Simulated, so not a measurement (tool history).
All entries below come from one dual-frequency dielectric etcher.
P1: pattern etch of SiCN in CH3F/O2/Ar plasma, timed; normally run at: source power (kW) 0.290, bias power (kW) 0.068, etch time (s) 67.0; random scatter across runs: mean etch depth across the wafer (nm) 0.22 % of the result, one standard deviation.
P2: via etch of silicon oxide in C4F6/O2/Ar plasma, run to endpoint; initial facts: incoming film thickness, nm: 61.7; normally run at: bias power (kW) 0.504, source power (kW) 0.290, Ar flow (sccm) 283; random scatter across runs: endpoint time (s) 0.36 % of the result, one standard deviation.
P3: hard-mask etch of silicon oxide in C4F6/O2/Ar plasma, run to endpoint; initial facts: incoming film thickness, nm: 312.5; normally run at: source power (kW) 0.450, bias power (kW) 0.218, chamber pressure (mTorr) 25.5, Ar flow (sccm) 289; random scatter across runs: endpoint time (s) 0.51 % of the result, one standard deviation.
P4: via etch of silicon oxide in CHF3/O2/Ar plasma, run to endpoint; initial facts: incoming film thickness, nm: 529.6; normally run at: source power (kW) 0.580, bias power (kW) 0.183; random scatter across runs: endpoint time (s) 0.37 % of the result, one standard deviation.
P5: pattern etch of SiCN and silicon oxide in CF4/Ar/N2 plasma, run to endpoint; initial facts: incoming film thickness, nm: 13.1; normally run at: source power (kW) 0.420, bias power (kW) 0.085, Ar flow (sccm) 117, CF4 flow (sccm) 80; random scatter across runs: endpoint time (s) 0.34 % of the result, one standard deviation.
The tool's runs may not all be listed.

| run | day | process that ran | source power (kW) | bias power (kW) | etch time (s) | Ar flow (sccm) | CF4 flow (sccm) | chamber pressure (mTorr) | hours since the last wet clean | hours since the last source power generator calibration | hours since the last bias power generator calibration | mean etch depth across the wafer (nm) | endpoint time (s) |
|---|---|---|---|---|---|---|---|---|---|---|---|---|---|
| 1 | 0.500 | P1 | 0.290 | 0.068 | 67.0 |  |  |  | 100.1 | 1105.1 | 2387.0 | 22.059 |  |
| 2 | 0.900 | P2 | 0.380 | 0.504 |  | 283 |  |  | 109.7 | 1114.7 | 2396.6 |  | 13.810 |
| 3 | 1.383 | P4 | 0.580 | 0.183 |  |  |  |  | 121.3 | 1126.3 | 2408.2 |  | 272.550 |
| 4 | 1.988 | P5 | 0.420 | 0.051 |  | 117 | 80 |  | 135.8 | 1140.8 | 2422.7 |  | 17.933 |
| 5 | 2.554 | P5 | 0.420 | 0.085 |  | 117 | 50 |  | 149.4 | 1154.4 | 2436.3 |  | 16.282 |
| 6 | 3.012 | P3 | 0.560 | 0.218 |  | 289 |  | 25.5 | 160.4 | 1165.4 | 2447.3 |  | 81.293 |
| 7 | 3.679 | P3 | 0.450 | 0.218 |  | 289 |  | 25.5 | 176.4 | 1181.4 | 2463.3 |  | 88.129 |
| 8 | 4.262 | P2 | 0.290 | 0.697 |  | 283 |  |  | 190.4 | 1195.4 | 2477.3 |  | 13.414 |
| 9 | 4.854 | P1 | 0.290 | 0.068 | 67.0 |  |  |  | 204.6 | 1209.6 | 2491.5 | 22.052 |  |
| 10 | 5.400 | P1 | 0.290 | 0.068 | 67.0 |  |  |  | 217.7 | 1222.7 | 2504.6 | 22.028 |  |
| 11 | 5.992 | P1 | 0.290 | 0.068 | 89.5 |  |  |  | 231.9 | 1236.9 | 2518.8 | 29.402 |  |
| 12 | 6.321 | P1 | 0.210 | 0.068 | 67.0 |  |  |  | 239.8 | 1244.8 | 2526.7 | 19.552 |  |
| 13 | 7.008 | P1 | 0.290 | 0.051 | 67.0 |  |  |  | 256.3 | 1261.3 | 2543.2 | 19.849 |  |
| 14 | 7.542 | P1 | 0.200 | 0.068 | 92.0 |  |  |  | 269.1 | 1274.1 | 2556.0 | 26.283 |  |
| 15 | 8.258 | P5 | 0.420 | 0.085 |  | 117 | 80 |  | 286.3 | 1291.3 | 2573.2 |  | 15.174 |
| 16 | 8.812 | P3 | 0.450 | 0.271 |  | 289 |  | 25.5 | 299.6 | 1304.6 | 2586.5 |  | 82.174 |
| 17 | 9.142 | P1 | 0.380 | 0.068 | 67.0 |  |  |  | 307.5 | 1312.5 | 2594.4 | 24.343 |  |
| 18 | 9.583 | P1 | 0.290 | 0.093 | 67.0 |  |  |  | 318.1 | 1323.1 | 2605.0 | 24.819 |  |
| 19 | 10.196 | P4 | 0.460 | 0.183 |  |  |  |  | 332.8 | 1337.8 | 2619.7 |  | 299.060 |
| 20 | 10.612 | P1 | 0.290 | 0.080 | 85.5 |  |  |  | 342.8 | 1347.8 | 2629.7 | 29.803 |  |
| 21 | 10.938 | P4 | 0.580 | 0.250 |  |  |  |  | 350.6 | 1355.6 | 2637.5 |  | 243.470 |
| 22 | 11.617 | P5 | 0.420 | 0.085 |  | 117 | 80 |  | 366.9 | 1371.9 | 2653.8 |  | 15.183 |
| 23 | 12.121 | P3 | 0.450 | 0.218 |  | 289 |  | 34.0 | 379.0 | 1384.0 | 2665.9 |  | 91.416 |
| 24 | 12.829 | P2 | 0.290 | 0.504 |  | 283 |  |  | 396.0 | 1401.0 | 2682.9 |  | 15.216 |
| 25 | 13.429 | P5 | 0.590 | 0.085 |  | 117 | 80 |  | 410.4 | 1415.4 | 2697.3 |  | 11.144 |
| 26 | 13.925 | P1 | 0.290 | 0.068 | 67.0 |  |  |  | 422.3 | 1427.3 | 2709.2 | 22.063 |  |
| 27 | 14.258 | P1 | 0.290 | 0.068 | 67.0 |  |  |  | 430.3 | 1435.3 | 2717.2 | 22.050 |  |
| 28 | 14.833 | P2 | 0.290 | 0.504 |  | 400 |  |  | 444.1 | 1449.1 | 2731.0 |  | 15.634 |
| 29 | 15.492 | P1 | 0.290 | 0.068 | 38.0 |  |  |  | 459.9 | 1464.9 | 2746.8 | 12.449 |  |
| 30 | 16.200 | P3 | 0.450 | 0.218 |  | 289 |  | 25.5 | 476.9 | 1481.9 | 2763.8 |  | 88.235 |
| 31 | 16.904 | P1 | 0.290 | 0.068 | 67.0 |  |  |  | 493.8 | 1498.8 | 2780.7 | 21.954 |  |
| 32 | 17.562 | P1 | 0.290 | 0.068 | 67.0 |  |  |  | 509.6 | 1514.6 | 2796.5 | 21.995 |  |
| 33 | 17.900 | P3 | 0.450 | 0.218 |  | 204 |  | 25.5 | 517.7 | 1522.7 | 2804.6 |  | 84.796 |
| 34 | 18.333 | P5 | 0.420 | 0.085 |  | 84 | 80 |  | 528.1 | 1533.1 | 2815.0 |  | 14.533 |
| 35 | 18.967 | P1 | 0.290 | 0.068 | 67.0 |  |  |  | 543.3 | 1548.3 | 2830.2 | 22.023 |  |
| 36 | 19.700 | P1 | 0.290 | 0.068 | 67.0 |  |  |  | 560.9 | 1565.9 | 2847.8 | 21.742 |  |
| 37 | 20.271 | P1 | 0.290 | 0.068 | 67.0 |  |  |  | 574.6 | 1579.6 | 2861.5 | 21.775 |  |
| 38 | 20.888 | P1 | 0.290 | 0.068 | 67.0 |  |  |  | 589.4 | 1594.4 | 2876.3 | 21.688 |  |
| 39 | 21.238 | P1 | 0.290 | 0.068 | 67.0 |  |  |  | 597.8 | 1602.8 | 2884.7 | 21.676 |  |
|  | 21.646 | wet clean of the chamber |
| 40 | 21.800 | P1 | 0.290 | 0.068 | 67.0 |  |  |  | 3.8 | 1616.3 | 2898.2 | 21.690 |  |
| 41 | 22.504 | P1 | 0.290 | 0.068 | 67.0 |  |  |  | 20.7 | 1633.2 | 2915.1 | 21.612 |  |
| 42 | 23.042 | P1 | 0.290 | 0.068 | 67.0 |  |  |  | 33.6 | 1646.1 | 2928.0 | 21.668 |  |

The output of P1 has drifted from where it used to be. Each of the 2 causes below, taken at the size shown beside it, accounts for the log equally well:
A: bias power that arrives under what is set, % = 4.66
B: source power that arrives under what is set, % = 4.43
Onset of the creep was near day 18.967.
Each remaining cause and why it is not a fit:
chamber walls in a state that lowers the etch rate, %: serviced at day 21.646, after the change had begun; the process did not return to its earlier output

4 check runs are offered, each on 2 wafers whose results are averaged, their results left as question marks. Which one tells the causes apart?
| check 1 | 23.579 | P3 | 0.450 | 0.218 |  | 289 |  | 25.5 |  |  |  |  | ? |
| check 2 | 23.579 | P2 | 0.290 | 0.504 |  | 283 |  |  |  |  |  |  | ? |
| check 3 | 23.579 | P5 | 0.420 | 0.085 |  | 117 | 80 |  |  |  |  |  | ? |
| check 4 | 23.579 | P4 | 0.580 | 0.183 |  |  |  |  |  |  |  |  | ? |

Outcome of each check run for each possible cause:
| check | result | if A | if B |
|---|---|---|---|
| check 1 | endpoint time (s) | 89.675 | 89.854 |
| check 2 | endpoint time (s) | 15.456 | 15.434 |
| check 3 | endpoint time (s) | 15.416 | 15.775 |
| check 4 | endpoint time (s) | 275.440 | 275.780 |
Distance between the nearest two causes, measured in the result of the check that separates them most: check 1 0.2 %; check 2 0.15 %; check 3 2.3 %; check 4 0.12 %
Only check 3 tells the causes apart: in the others they would give nearly the same result.

The results of check 3 are: endpoint time (s) 15.401. Based on these, which of the listed causes is it?

The cause is A: bias power that arrives under what is set, %.

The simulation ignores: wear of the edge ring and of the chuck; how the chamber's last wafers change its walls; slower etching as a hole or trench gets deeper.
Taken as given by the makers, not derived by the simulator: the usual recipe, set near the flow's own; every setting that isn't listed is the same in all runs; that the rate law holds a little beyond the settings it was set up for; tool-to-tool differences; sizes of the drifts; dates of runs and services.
